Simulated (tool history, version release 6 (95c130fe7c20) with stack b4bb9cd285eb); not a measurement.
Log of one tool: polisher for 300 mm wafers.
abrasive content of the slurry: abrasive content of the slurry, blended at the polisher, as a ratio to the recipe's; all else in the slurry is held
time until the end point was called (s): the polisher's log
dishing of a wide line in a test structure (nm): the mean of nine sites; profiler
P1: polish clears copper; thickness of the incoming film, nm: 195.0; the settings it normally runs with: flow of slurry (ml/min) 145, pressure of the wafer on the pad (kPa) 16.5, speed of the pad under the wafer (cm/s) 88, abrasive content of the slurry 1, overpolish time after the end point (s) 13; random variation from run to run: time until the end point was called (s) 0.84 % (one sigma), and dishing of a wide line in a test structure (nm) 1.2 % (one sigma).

run,day,flow of slurry (ml/min),pressure of the wafer on the pad (kPa),speed of the pad under the wafer (cm/s),abrasive content of the slurry,overpolish time after the end point (s),wafers polished on this pad,hours since the slurry nozzle was cleaned,hours since the head pressure was calibrated,hours since the slurry blender was calibrated,time until the end point was called (s),dishing of a wide line in a test structure (nm)
1,0.296,145,16.5,88,1,13,256,189.5,1060,100.6,87.73,19.215
2,0.642,145,16.5,128,1,13,317,197.8,1068.3,108.9,60.042,25.791
3,0.829,85,16.5,88,1,13,350,202.3,1072.8,113.4,98.049,17.037
4,1.075,200,16.5,60,1,13,393,208.2,1078.7,119.3,121.3,14.594
5,1.383,145,16.5,88,1.5,13,447,215.6,1086.1,126.7,80.321,20.619
6,1.608,145,23.4,88,1,13,486,221,1091.5,132.1,61.373,25.527
7,2.004,145,16.5,88,1,13,555,230.5,1101,141.6,86.878,19.236
8,2.25,145,16.5,60,1,13,598,236.4,1106.9,147.5,126.58,14.11
9,2.629,145,16.5,88,1,13,665,245.5,1116,156.6,88.591,19.36
10,2.962,145,11,88,1,13,723,253.5,1124,164.6,131.32,13.709
11,3.242,205,16.5,88,1,13,772,260.2,1130.7,171.3,82.706,20.016
12,3.5,145,16.5,88,1,4,817,266.4,1136.9,177.5,86.959,6.8691
13,3.867,145,16.5,88,1,19,881,275.2,1145.7,186.3,87.469,25.841
14,4.154,145,16.5,88,0.75,13,932,282.1,1152.6,193.2,92.865,18.207
15,4.367,145,24.1,88,1,6,969,287.2,1157.7,198.3,59.668,13.77
16,4.746,145,16.5,88,1,13,1035,296.3,1166.8,207.4,86.273,19.264
17,5.079,145,16.5,88,1,13,1094,304.3,1174.8,215.4,86.721,19.391
18,5.283,145,16.5,88,1,13,1129,309.2,1179.7,220.3,88.188,18.801
19,5.671,145,16.5,88,1,13,1197,318.5,1189,229.6,88.188,19.159
20,5.871,145,16.5,88,1,13,1232,323.3,1193.8,234.4,88.799,19.073
21,6.142,145,16.5,88,1,13,1280,329.8,1200.3,240.9,91.068,18.72
22,6.35,145,16.5,88,1,13,1316,334.8,1205.3,245.9,91.606,18.626
23,6.692,145,16.5,88,1,13,1376,343,1213.5,254.1,93.583,18.045

Predict the results of run 24:
24,7.088,145,16.5,88,1,13,1445,352.5,1223,263.6,?,?

{"run 24": {"time until the end point was called (s)": 95.535, "dishing of a wide line in a test structure (nm)": 17.773}}
